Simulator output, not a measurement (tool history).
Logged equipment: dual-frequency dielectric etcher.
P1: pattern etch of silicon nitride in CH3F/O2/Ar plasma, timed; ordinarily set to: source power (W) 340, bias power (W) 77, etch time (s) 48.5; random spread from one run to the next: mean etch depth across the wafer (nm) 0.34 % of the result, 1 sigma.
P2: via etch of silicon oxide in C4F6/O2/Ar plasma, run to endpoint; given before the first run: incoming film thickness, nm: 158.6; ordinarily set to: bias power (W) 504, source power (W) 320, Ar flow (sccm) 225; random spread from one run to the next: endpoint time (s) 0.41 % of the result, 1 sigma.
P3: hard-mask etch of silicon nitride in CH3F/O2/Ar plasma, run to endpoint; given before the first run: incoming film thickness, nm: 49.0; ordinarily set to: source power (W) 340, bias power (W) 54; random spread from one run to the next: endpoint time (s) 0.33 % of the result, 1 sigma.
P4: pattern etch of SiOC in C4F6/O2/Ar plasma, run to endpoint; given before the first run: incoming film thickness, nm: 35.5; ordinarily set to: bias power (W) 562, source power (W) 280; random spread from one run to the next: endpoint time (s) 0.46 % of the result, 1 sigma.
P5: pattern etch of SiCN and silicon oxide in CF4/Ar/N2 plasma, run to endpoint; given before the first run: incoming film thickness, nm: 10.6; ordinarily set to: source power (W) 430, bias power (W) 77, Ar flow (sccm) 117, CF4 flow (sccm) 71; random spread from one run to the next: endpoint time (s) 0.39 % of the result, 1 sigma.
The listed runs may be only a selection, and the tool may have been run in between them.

run,hour,process that ran,source power (W),bias power (W),etch time (s),Ar flow (sccm),CF4 flow (sccm),mean etch depth across the wafer (nm),endpoint time (s)
1,14.8,P1,340,77,48.5,,,32.532,
2,24.5,P1,340,77,36,,,24.24,
3,37.3,P1,400,77,48.5,,,34.472,
4,49.3,P2,320,339,,225,,,41.068
5,58.5,P4,280,562,,,,,13.204
6,72.6,P5,430,77,,117,46,,13.54
7,87,P2,320,504,,225,,,35.707
8,95.3,P1,340,77,48.5,,,32.374,
9,104.2,P3,340,71,,,,,77.93
10,113.8,P5,430,77,,117,71,,12.498
11,127.1,P1,340,77,66.5,,,44.533,
12,137.7,P4,200,562,,,,,14.907
13,144.9,P4,280,783,,,,,11.555
14,151.7,P1,340,77,48.5,,,32.719,
15,166,P1,340,77,48.5,,,32.718,
16,172.5,P1,220,77,48.5,,,27.384,
17,179.9,P3,420,54,,,,,78.083
18,188.1,P5,550,77,,117,71,,10.05
19,203,P2,230,504,,225,,,40.433
20,211.1,P1,340,48,48.5,,,27.747,
21,220.7,P5,430,77,,117,71,,12.522

Expected results for the next run?
22,232.1,P1,340,102,48.5,,,?,

{"run 22": {"mean etch depth across the wafer (nm)": 36.215}}
